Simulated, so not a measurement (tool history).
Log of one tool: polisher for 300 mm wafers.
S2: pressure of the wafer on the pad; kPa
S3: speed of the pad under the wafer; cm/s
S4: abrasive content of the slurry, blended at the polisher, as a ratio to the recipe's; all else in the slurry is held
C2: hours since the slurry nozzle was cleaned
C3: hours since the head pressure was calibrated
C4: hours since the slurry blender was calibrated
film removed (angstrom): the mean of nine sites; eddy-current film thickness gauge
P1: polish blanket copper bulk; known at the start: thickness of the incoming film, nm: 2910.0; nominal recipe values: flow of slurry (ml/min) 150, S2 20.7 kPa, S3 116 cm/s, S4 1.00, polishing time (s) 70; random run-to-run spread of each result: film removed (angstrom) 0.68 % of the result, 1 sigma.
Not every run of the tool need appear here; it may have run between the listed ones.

run 1 day=0.271 | flow_of_slurry_(ml/min)=150 S2=20.7 S3=116 S4=1.00 polishing_time_(s)=70 | wafers_polished_on_this_pad=214 C2=175.5 C3=275.9 C4=86.1 | film_removed_(angstrom)=10012.0
run 2 day=0.617 | flow_of_slurry_(ml/min)=150 S2=20.7 S3=116 S4=1.00 polishing_time_(s)=70 | wafers_polished_on_this_pad=276 C2=183.8 C3=284.2 C4=94.4 | film_removed_(angstrom)=9784.9
run 3 day=1.054 | flow_of_slurry_(ml/min)=150 S2=20.7 S3=58 S4=1.00 polishing_time_(s)=70 | wafers_polished_on_this_pad=355 C2=194.3 C3=294.7 C4=104.9 | film_removed_(angstrom)=4950.1
run 4 day=1.354 | flow_of_slurry_(ml/min)=225 S2=20.7 S3=116 S4=1.00 polishing_time_(s)=70 | wafers_polished_on_this_pad=409 C2=201.5 C3=301.9 C4=112.1 | film_removed_(angstrom)=10466.0
run 5 day=1.588 | flow_of_slurry_(ml/min)=150 S2=20.7 S3=116 S4=1.00 polishing_time_(s)=91 | wafers_polished_on_this_pad=451 C2=207.1 C3=307.5 C4=117.7 | film_removed_(angstrom)=12671.0
run 6 day=1.854 | flow_of_slurry_(ml/min)=150 S2=20.7 S3=116 S4=0.75 polishing_time_(s)=70 | wafers_polished_on_this_pad=499 C2=213.5 C3=313.9 C4=124.1 | film_removed_(angstrom)=9243.4
run 7 day=2.171 | flow_of_slurry_(ml/min)=110 S2=20.7 S3=116 S4=1.00 polishing_time_(s)=70 | wafers_polished_on_this_pad=556 C2=221.1 C3=321.5 C4=131.7 | film_removed_(angstrom)=9250.5
run 8 day=2.508 | flow_of_slurry_(ml/min)=150 S2=9.7 S3=116 S4=1.00 polishing_time_(s)=70 | wafers_polished_on_this_pad=617 C2=229.2 C3=329.6 C4=139.8 | film_removed_(angstrom)=4586.0
run 9 day=2.854 | flow_of_slurry_(ml/min)=150 S2=20.7 S3=116 S4=1.00 polishing_time_(s)=70 | wafers_polished_on_this_pad=679 C2=237.5 C3=337.9 C4=148.1 | film_removed_(angstrom)=9841.9
run 10 day=3.162 | flow_of_slurry_(ml/min)=150 S2=20.7 S3=116 S4=1.00 polishing_time_(s)=41 | wafers_polished_on_this_pad=735 C2=244.9 C3=345.3 C4=155.5 | film_removed_(angstrom)=5792.6
run 11 day=3.588 | flow_of_slurry_(ml/min)=150 S2=31.7 S3=116 S4=1.00 polishing_time_(s)=70 | wafers_polished_on_this_pad=811 C2=255.1 C3=355.5 C4=165.7 | film_removed_(angstrom)=15332.0
run 12 day=3.842 | flow_of_slurry_(ml/min)=150 S2=20.7 S3=116 S4=1.00 polishing_time_(s)=70 | wafers_polished_on_this_pad=857 C2=261.2 C3=361.6 C4=171.8 | film_removed_(angstrom)=9844.1
run 13 day=4.225 | flow_of_slurry_(ml/min)=150 S2=20.7 S3=116 S4=1.00 polishing_time_(s)=70 | wafers_polished_on_this_pad=926 C2=270.4 C3=370.8 C4=181.0 | film_removed_(angstrom)=9924.4
run 14 day=4.600 | flow_of_slurry_(ml/min)=150 S2=20.7 S3=116 S4=1.00 polishing_time_(s)=70 | wafers_polished_on_this_pad=993 C2=279.4 C3=379.8 C4=190.0 | film_removed_(angstrom)=9882.7
run 15 day=4.979 | flow_of_slurry_(ml/min)=150 S2=20.7 S3=154 S4=1.00 polishing_time_(s)=70 | wafers_polished_on_this_pad=1062 C2=288.5 C3=388.9 C4=199.1 | film_removed_(angstrom)=13072.0
run 16 day=5.375 | flow_of_slurry_(ml/min)=150 S2=10.3 S3=70 S4=1.00 polishing_time_(s)=70 | wafers_polished_on_this_pad=1133 C2=298.0 C3=398.4 C4=208.6 | film_removed_(angstrom)=2962.7
run 17 day=5.696 | flow_of_slurry_(ml/min)=150 S2=20.7 S3=116 S4=1.25 polishing_time_(s)=70 | wafers_polished_on_this_pad=1191 C2=305.7 C3=406.1 C4=216.3 | film_removed_(angstrom)=10435.0
run 18 day=5.904 | flow_of_slurry_(ml/min)=150 S2=20.7 S3=116 S4=1.00 polishing_time_(s)=70 | wafers_polished_on_this_pad=1228 C2=310.7 C3=411.1 C4=221.3 | film_removed_(angstrom)=9850.1
run 19 day=6.271 | flow_of_slurry_(ml/min)=150 S2=20.7 S3=116 S4=1.00 polishing_time_(s)=70 | wafers_polished_on_this_pad=1294 C2=319.5 C3=419.9 C4=230.1 | film_removed_(angstrom)=9398.4
run 20 day=6.679 | flow_of_slurry_(ml/min)=150 S2=20.7 S3=116 S4=1.00 polishing_time_(s)=70 | wafers_polished_on_this_pad=1368 C2=329.3 C3=429.7 C4=239.9 | film_removed_(angstrom)=9214.7
run 21 day=7.038 | flow_of_slurry_(ml/min)=150 S2=20.7 S3=116 S4=1.00 polishing_time_(s)=70 | wafers_polished_on_this_pad=1432 C2=337.9 C3=438.3 C4=248.5 | film_removed_(angstrom)=9198.4
run 22 day=7.258 | flow_of_slurry_(ml/min)=150 S2=20.7 S3=116 S4=1.00 polishing_time_(s)=70 | wafers_polished_on_this_pad=1472 C2=343.2 C3=443.6 C4=253.8 | film_removed_(angstrom)=9017.5
-- day=7.675 slurry blender recalibrated
run 23 day=7.683 | flow_of_slurry_(ml/min)=150 S2=20.7 S3=116 S4=1.00 polishing_time_(s)=70 | wafers_polished_on_this_pad=1549 C2=353.4 C3=453.8 C4=0.2 | film_removed_(angstrom)=9136.5

What will run 24 give?
-- day=7.846 head pressure recalibrated
run 24 day=7.917 | flow_of_slurry_(ml/min)=150 S2=20.7 S3=116 S4=1.00 polishing_time_(s)=70 | wafers_polished_on_this_pad=1591 C2=359.0 C3=1.7 C4=5.8 | film_removed_(angstrom)=?

film removed (angstrom): 8955.5
